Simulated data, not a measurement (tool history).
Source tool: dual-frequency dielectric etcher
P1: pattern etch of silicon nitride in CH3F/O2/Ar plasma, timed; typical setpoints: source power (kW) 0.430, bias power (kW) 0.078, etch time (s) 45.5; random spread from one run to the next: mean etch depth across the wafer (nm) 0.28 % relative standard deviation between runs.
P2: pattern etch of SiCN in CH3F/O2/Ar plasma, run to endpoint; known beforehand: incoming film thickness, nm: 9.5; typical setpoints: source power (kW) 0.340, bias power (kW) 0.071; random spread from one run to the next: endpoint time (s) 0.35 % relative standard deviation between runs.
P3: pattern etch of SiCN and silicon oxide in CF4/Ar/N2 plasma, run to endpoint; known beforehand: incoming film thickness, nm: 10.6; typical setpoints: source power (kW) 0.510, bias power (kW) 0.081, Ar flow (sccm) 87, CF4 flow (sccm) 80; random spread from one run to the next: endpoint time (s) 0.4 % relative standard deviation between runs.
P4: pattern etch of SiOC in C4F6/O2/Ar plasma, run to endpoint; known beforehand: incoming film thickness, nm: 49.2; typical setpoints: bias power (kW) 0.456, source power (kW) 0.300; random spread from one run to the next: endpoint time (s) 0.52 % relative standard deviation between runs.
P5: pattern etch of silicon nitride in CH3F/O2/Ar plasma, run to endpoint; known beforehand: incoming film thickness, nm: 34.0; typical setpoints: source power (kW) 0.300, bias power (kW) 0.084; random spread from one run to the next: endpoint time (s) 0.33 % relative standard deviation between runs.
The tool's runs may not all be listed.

run     day  process that ran  source power (kW)  bias power (kW)  etch time (s)  Ar flow (sccm)  CF4 flow (sccm)  hours since the last wet clean  hours since the last source power generator calibration  hours since the last bias power generator calibration  mean etch depth across the wafer (nm)  endpoint time (s)
  1   0.483                P1              0.430            0.078           45.5                                                            301.6                                                   1531.2                                                 3209.6                                 33.198
  2   0.992                P3              0.510            0.113                             87               80                           313.8                                                   1543.4                                                 3221.8                                                    9.1966
  3   1.479                P4              0.300            0.456                                                                           325.5                                                   1555.1                                                 3233.5                                                   18.8070
  4   2.000                P1              0.430            0.078           62.0                                                            338.0                                                   1567.6                                                 3246.0                                 45.157
  5   2.517                P1              0.610            0.078           45.5                                                            350.4                                                   1580.0                                                 3258.4                                 37.674
  6   2.933                P1              0.430            0.052           45.5                                                            360.4                                                   1590.0                                                 3268.4                                 29.066
  7   3.350                P1              0.430            0.078           45.5                                                            370.4                                                   1600.0                                                 3278.4                                 33.281
  8   3.754                P1              0.430            0.063           60.5                                                            380.1                                                   1609.7                                                 3288.1                                 40.817
  9   4.221                P5              0.180            0.084                                                                           391.3                                                   1620.9                                                 3299.3                                                   63.5530
 10   4.829                P3              0.510            0.081                            109               80                           405.9                                                   1635.5                                                 3313.9                                                   10.6690
 11   5.417                P4              0.370            0.456                                                                           420.0                                                   1649.6                                                 3328.0                                                   17.3700
 12   5.825                P1              0.430            0.078           25.5                                                            429.8                                                   1659.4                                                 3337.8                                 18.590
 13   6.171                P4              0.300            0.283                                                                           438.1                                                   1667.7                                                 3346.1                                                   22.3850
 14   6.729                P1              0.430            0.078           45.5                                                            451.5                                                   1681.1                                                 3359.5                                 33.000
 15   7.042                P1              0.430            0.078           45.5                                                            459.0                                                   1688.6                                                 3367.0                                 32.956
 16   7.400                P2              0.260            0.071                                                                           467.6                                                   1697.2                                                 3375.6                                                   29.6310
 17   7.700                P3              0.510            0.081                             87              113                           474.8                                                   1704.4                                                 3382.8                                                    9.8203
 18   8.242                P1              0.430            0.101           45.5                                                            487.8                                                   1717.4                                                 3395.8                                 36.310
 19   8.650                P5              0.300            0.055                                                                           497.6                                                   1727.2                                                 3405.6                                                   60.5330
 20   9.200                P1              0.310            0.078           45.5                                                            510.8                                                   1740.4                                                 3418.8                                 29.264
 21   9.812                P3              0.510            0.081                             87               80                           525.5                                                   1755.1                                                 3433.5                                                   10.2520
 22  10.179                P1              0.430            0.078           45.5                                                            534.3                                                   1763.9                                                 3442.3                                 33.149
 23  10.579                P5              0.300            0.084                                                                           543.9                                                   1773.5                                                 3451.9                                                   52.5810
     10.938  -- source power generator calibrated
 24  11.167                P5              0.300            0.084                                                                           558.0                                                      5.6                                                 3466.0                                                   52.1150
 25  11.771                P2              0.340            0.043                                                                           572.5                                                     20.1                                                 3480.5                                                   31.6980

Run 26 has not been measured yet. What should we expect?
 26  12.058                P2              0.340            0.071                                                                           579.4                                                     27.0                                                 3487.4                                                         ?

endpoint time (s): 26.6440

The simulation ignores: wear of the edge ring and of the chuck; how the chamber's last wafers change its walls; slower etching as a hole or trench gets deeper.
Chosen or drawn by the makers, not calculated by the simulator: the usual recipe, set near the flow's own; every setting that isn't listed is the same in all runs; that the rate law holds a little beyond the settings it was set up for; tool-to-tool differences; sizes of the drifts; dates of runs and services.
